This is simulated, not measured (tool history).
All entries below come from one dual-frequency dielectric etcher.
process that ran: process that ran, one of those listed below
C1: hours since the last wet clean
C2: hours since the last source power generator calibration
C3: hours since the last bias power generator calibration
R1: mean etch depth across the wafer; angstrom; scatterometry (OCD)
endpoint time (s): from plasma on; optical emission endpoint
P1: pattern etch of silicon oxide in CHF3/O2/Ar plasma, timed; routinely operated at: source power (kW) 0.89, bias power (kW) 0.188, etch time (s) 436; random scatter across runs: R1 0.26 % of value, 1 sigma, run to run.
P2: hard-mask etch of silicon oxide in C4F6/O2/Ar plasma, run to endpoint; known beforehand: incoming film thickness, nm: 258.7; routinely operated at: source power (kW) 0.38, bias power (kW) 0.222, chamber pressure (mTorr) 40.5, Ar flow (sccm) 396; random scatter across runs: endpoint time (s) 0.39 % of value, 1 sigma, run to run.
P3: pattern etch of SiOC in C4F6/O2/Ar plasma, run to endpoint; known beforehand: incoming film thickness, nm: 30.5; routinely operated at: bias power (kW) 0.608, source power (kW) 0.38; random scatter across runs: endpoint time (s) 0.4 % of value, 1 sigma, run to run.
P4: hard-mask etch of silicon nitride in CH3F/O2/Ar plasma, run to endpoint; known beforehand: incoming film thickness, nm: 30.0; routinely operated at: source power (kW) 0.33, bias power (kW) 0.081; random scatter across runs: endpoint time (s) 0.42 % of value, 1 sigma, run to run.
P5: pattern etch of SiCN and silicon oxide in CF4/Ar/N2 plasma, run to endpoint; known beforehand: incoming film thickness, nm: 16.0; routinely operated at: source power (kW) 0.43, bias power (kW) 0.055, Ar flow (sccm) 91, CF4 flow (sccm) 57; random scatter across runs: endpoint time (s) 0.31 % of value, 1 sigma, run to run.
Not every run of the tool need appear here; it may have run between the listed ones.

{"run": 1, "hour": 8.4, "process that ran": "P1", "source power (kW)": 0.89, "bias power (kW)": 0.188, "etch time (s)": 436, "C1": 223.2, "C2": 603, "C3": 627.7, "R1": 10372}
{"run": 2, "hour": 15.3, "process that ran": "P1", "source power (kW)": 0.89, "bias power (kW)": 0.188, "etch time (s)": 436, "C1": 230.1, "C2": 609.9, "C3": 634.6, "R1": 10406}
{"run": 3, "hour": 20.5, "process that ran": "P1", "source power (kW)": 0.89, "bias power (kW)": 0.229, "etch time (s)": 436, "C1": 235.3, "C2": 615.1, "C3": 639.8, "R1": 11110}
{"run": 4, "hour": 29.8, "process that ran": "P5", "source power (kW)": 0.43, "bias power (kW)": 0.055, "Ar flow (sccm)": 91, "CF4 flow (sccm)": 57, "C1": 244.6, "C2": 624.4, "C3": 649.1, "endpoint time (s)": 21.765}
{"run": 5, "hour": 37.0, "process that ran": "P1", "source power (kW)": 0.89, "bias power (kW)": 0.188, "etch time (s)": 436, "C1": 251.8, "C2": 631.6, "C3": 656.3, "R1": 10396}
{"run": 6, "hour": 43.8, "process that ran": "P5", "source power (kW)": 0.28, "bias power (kW)": 0.055, "Ar flow (sccm)": 91, "CF4 flow (sccm)": 57, "C1": 258.6, "C2": 638.4, "C3": 663.1, "endpoint time (s)": 31.836}
{"run": 7, "hour": 48.7, "process that ran": "P3", "source power (kW)": 0.38, "bias power (kW)": 0.726, "C1": 263.5, "C2": 643.3, "C3": 668, "endpoint time (s)": 9.0344}
{"run": 8, "hour": 56.3, "process that ran": "P5", "source power (kW)": 0.43, "bias power (kW)": 0.055, "Ar flow (sccm)": 60, "CF4 flow (sccm)": 57, "C1": 271.1, "C2": 650.9, "C3": 675.6, "endpoint time (s)": 20.406}
{"run": 9, "hour": 62.8, "process that ran": "P4", "source power (kW)": 0.33, "bias power (kW)": 0.081, "C1": 277.6, "C2": 657.4, "C3": 682.1, "endpoint time (s)": 45.451}
{"run": 10, "hour": 72.1, "process that ran": "P5", "source power (kW)": 0.43, "bias power (kW)": 0.055, "Ar flow (sccm)": 91, "CF4 flow (sccm)": 57, "C1": 286.9, "C2": 666.7, "C3": 691.4, "endpoint time (s)": 21.862}
{"run": 11, "hour": 77.2, "process that ran": "P1", "source power (kW)": 0.89, "bias power (kW)": 0.188, "etch time (s)": 436, "C1": 292, "C2": 671.8, "C3": 696.5, "R1": 10427}
{"run": 12, "hour": 83.4, "process that ran": "P2", "source power (kW)": 0.38, "bias power (kW)": 0.222, "Ar flow (sccm)": 317, "chamber pressure (mTorr)": 40.5, "C1": 298.2, "C2": 678, "C3": 702.7, "endpoint time (s)": 80.985}
{"run": 13, "hour": 91.6, "process that ran": "P3", "source power (kW)": 0.27, "bias power (kW)": 0.608, "C1": 306.4, "C2": 686.2, "C3": 710.9, "endpoint time (s)": 11.041}
{"run": 14, "hour": 101.8, "process that ran": "P2", "source power (kW)": 0.38, "bias power (kW)": 0.222, "Ar flow (sccm)": 396, "chamber pressure (mTorr)": 40.5, "C1": 316.6, "C2": 696.4, "C3": 721.1, "endpoint time (s)": 82.416}
{"run": 15, "hour": 108.7, "process that ran": "P2", "source power (kW)": 0.46, "bias power (kW)": 0.222, "Ar flow (sccm)": 396, "chamber pressure (mTorr)": 40.5, "C1": 323.5, "C2": 703.3, "C3": 728, "endpoint time (s)": 76.979}
{"run": 16, "hour": 117.7, "process that ran": "P5", "source power (kW)": 0.43, "bias power (kW)": 0.038, "Ar flow (sccm)": 91, "CF4 flow (sccm)": 57, "C1": 332.5, "C2": 712.3, "C3": 737, "endpoint time (s)": 24.477}
{"run": 17, "hour": 123.2, "process that ran": "P1", "source power (kW)": 0.89, "bias power (kW)": 0.188, "etch time (s)": 436, "C1": 338, "C2": 717.8, "C3": 742.5, "R1": 10379}
{"run": 18, "hour": 129.9, "process that ran": "P1", "source power (kW)": 1.13, "bias power (kW)": 0.188, "etch time (s)": 436, "C1": 344.7, "C2": 724.5, "C3": 749.2, "R1": 11394}
{"run": 19, "hour": 139.7, "process that ran": "P3", "source power (kW)": 0.38, "bias power (kW)": 0.608, "C1": 354.5, "C2": 734.3, "C3": 759, "endpoint time (s)": 9.7504}
{"run": 20, "hour": 145.8, "process that ran": "P1", "source power (kW)": 0.89, "bias power (kW)": 0.188, "etch time (s)": 291.5, "C1": 360.6, "C2": 740.4, "C3": 765.1, "R1": 6945.7}
{"run": 21, "hour": 155.5, "process that ran": "P3", "source power (kW)": 0.38, "bias power (kW)": 0.608, "C1": 370.3, "C2": 750.1, "C3": 774.8, "endpoint time (s)": 9.7435}
{"run": 22, "hour": 160.2, "process that ran": "P2", "source power (kW)": 0.38, "bias power (kW)": 0.222, "Ar flow (sccm)": 396, "chamber pressure (mTorr)": 48.5, "C1": 375, "C2": 754.8, "C3": 779.5, "endpoint time (s)": 84.669}
{"run": 23, "hour": 165.8, "process that ran": "P1", "source power (kW)": 0.89, "bias power (kW)": 0.188, "etch time (s)": 436, "C1": 380.6, "C2": 760.4, "C3": 785.1, "R1": 10383}
{"run": 24, "hour": 170.4, "process that ran": "P1", "source power (kW)": 0.89, "bias power (kW)": 0.126, "etch time (s)": 436, "C1": 385.2, "C2": 765, "C3": 789.7, "R1": 9130.9}
{"run": 25, "hour": 174.8, "process that ran": "P4", "source power (kW)": 0.44, "bias power (kW)": 0.081, "C1": 389.6, "C2": 769.4, "C3": 794.1, "endpoint time (s)": 40.489}
{"run": 26, "hour": 182.8, "process that ran": "P5", "source power (kW)": 0.43, "bias power (kW)": 0.055, "Ar flow (sccm)": 91, "CF4 flow (sccm)": 37, "C1": 397.6, "C2": 777.4, "C3": 802.1, "endpoint time (s)": 23.542}
{"run": 27, "hour": 188.2, "process that ran": "P2", "source power (kW)": 0.38, "bias power (kW)": 0.134, "Ar flow (sccm)": 396, "chamber pressure (mTorr)": 40.5, "C1": 403, "C2": 782.8, "C3": 807.5, "endpoint time (s)": 96.425}
{"run": 28, "hour": 194.8, "process that ran": "P2", "source power (kW)": 0.38, "bias power (kW)": 0.222, "Ar flow (sccm)": 396, "chamber pressure (mTorr)": 40.5, "C1": 409.6, "C2": 789.4, "C3": 814.1, "endpoint time (s)": 81.935}
{"run": 29, "hour": 204.6, "process that ran": "P4", "source power (kW)": 0.33, "bias power (kW)": 0.065, "C1": 419.4, "C2": 799.2, "C3": 823.9, "endpoint time (s)": 48.87}
{"run": 30, "hour": 210.1, "process that ran": "P1", "source power (kW)": 0.65, "bias power (kW)": 0.188, "etch time (s)": 436, "C1": 424.9, "C2": 804.7, "C3": 829.4, "R1": 9200.8}
{"run": 31, "hour": 215.1, "process that ran": "P1", "source power (kW)": 0.89, "bias power (kW)": 0.188, "etch time (s)": 563.5, "C1": 429.9, "C2": 809.7, "C3": 834.4, "R1": 13495}
{"run": 32, "hour": 224.9, "process that ran": "P1", "source power (kW)": 1.12, "bias power (kW)": 0.188, "etch time (s)": 240, "C1": 439.7, "C2": 819.5, "C3": 844.2, "R1": 6241}
{"run": 33, "hour": 233.9, "process that ran": "P1", "source power (kW)": 0.89, "bias power (kW)": 0.188, "etch time (s)": 436, "C1": 448.7, "C2": 828.5, "C3": 853.2, "R1": 10386}
{"run": 34, "hour": 238.4, "process that ran": "P1", "source power (kW)": 0.89, "bias power (kW)": 0.188, "etch time (s)": 436, "C1": 453.2, "C2": 833, "C3": 857.7, "R1": 10494}
{"run": 35, "hour": 246.5, "process that ran": "P1", "source power (kW)": 0.89, "bias power (kW)": 0.188, "etch time (s)": 436, "C1": 461.3, "C2": 841.1, "C3": 865.8, "R1": 10455}
{"run": 36, "hour": 254.6, "process that ran": "P1", "source power (kW)": 0.89, "bias power (kW)": 0.188, "etch time (s)": 436, "C1": 469.4, "C2": 849.2, "C3": 873.9, "R1": 10520}
{"run": 37, "hour": 262.5, "process that ran": "P1", "source power (kW)": 0.89, "bias power (kW)": 0.188, "etch time (s)": 436, "C1": 477.3, "C2": 857.1, "C3": 881.8, "R1": 10472}
{"hour": 268.2, "done": "wet clean of the chamber"}
{"run": 38, "hour": 269.6, "process that ran": "P1", "source power (kW)": 0.89, "bias power (kW)": 0.188, "etch time (s)": 436, "C1": 1.5, "C2": 864.2, "C3": 888.9, "R1": 10508}
{"run": 39, "hour": 275.4, "process that ran": "P1", "source power (kW)": 0.89, "bias power (kW)": 0.188, "etch time (s)": 436, "C1": 7.3, "C2": 870, "C3": 894.7, "R1": 10561}
{"run": 40, "hour": 283.8, "process that ran": "P1", "source power (kW)": 0.89, "bias power (kW)": 0.188, "etch time (s)": 436, "C1": 15.7, "C2": 878.4, "C3": 903.1, "R1": 10559}
{"run": 41, "hour": 291.5, "process that ran": "P1", "source power (kW)": 0.89, "bias power (kW)": 0.188, "etch time (s)": 436, "C1": 23.4, "C2": 886.1, "C3": 910.8, "R1": 10536}
{"run": 42, "hour": 298.0, "process that ran": "P1", "source power (kW)": 0.89, "bias power (kW)": 0.188, "etch time (s)": 436, "C1": 29.9, "C2": 892.6, "C3": 917.3, "R1": 10560}
{"run": 43, "hour": 303.0, "process that ran": "P1", "source power (kW)": 0.89, "bias power (kW)": 0.188, "etch time (s)": 436, "C1": 34.9, "C2": 897.6, "C3": 922.3, "R1": 10538}

The output of P1 has drifted from where it used to be. Each of the 2 causes below, taken at the size shown beside it, accounts for the log equally well:
A: source power that arrives over what is set, % = 4.11
B: bias power that arrives over what is set, % = 4.79
Creep in the process output first set in at about hour 233.9.
Why every other cause is out:
chamber walls in a state that raises the etch rate, %: was serviced at hour 268.2, once the creep was under way, yet the earlier output never came back

The list below offers 4 check runs, each averaging the results of 2 wafers, and shows each result as a question mark. For which of them would the listed causes give clearly different results?
{"run": "check 1", "hour": 308.0, "process that ran": "P2", "source power (kW)": 0.46, "bias power (kW)": 0.161, "Ar flow (sccm)": 396, "chamber pressure (mTorr)": 40.5, "endpoint time (s)": "?"}
{"run": "check 2", "hour": 308.0, "process that ran": "P5", "source power (kW)": 0.43, "bias power (kW)": 0.041, "Ar flow (sccm)": 91, "CF4 flow (sccm)": 37, "endpoint time (s)": "?"}
{"run": "check 3", "hour": 308.0, "process that ran": "P4", "source power (kW)": 0.38, "bias power (kW)": 0.081, "endpoint time (s)": "?"}
{"run": "check 4", "hour": 308.0, "process that ran": "P3", "source power (kW)": 0.28, "bias power (kW)": 0.608, "endpoint time (s)": "?"}

Outcome of each check run for each possible cause:
check=check_1 result=endpoint_time_(s) if_A=83.686 if_B=83.814
check=check_2 result=endpoint_time_(s) if_A=25.081 if_B=25.596
check=check_3 result=endpoint_time_(s) if_A=42.328 if_B=42.267
check=check_4 result=endpoint_time_(s) if_A=10.736 if_B=10.698
Distance between the nearest two causes, measured in the result of the check that separates them most: check 1 0.15 %; check 2 2.03 %; check 3 0.14 %; check 4 0.36 %
Check 2 is the one run that separates the causes; every other check would come out nearly the same whichever cause is at work.

Check 2 was then run and gave: endpoint time (s) 25.038. Which cause is it?

The cause is A: source power that arrives over what is set, %.
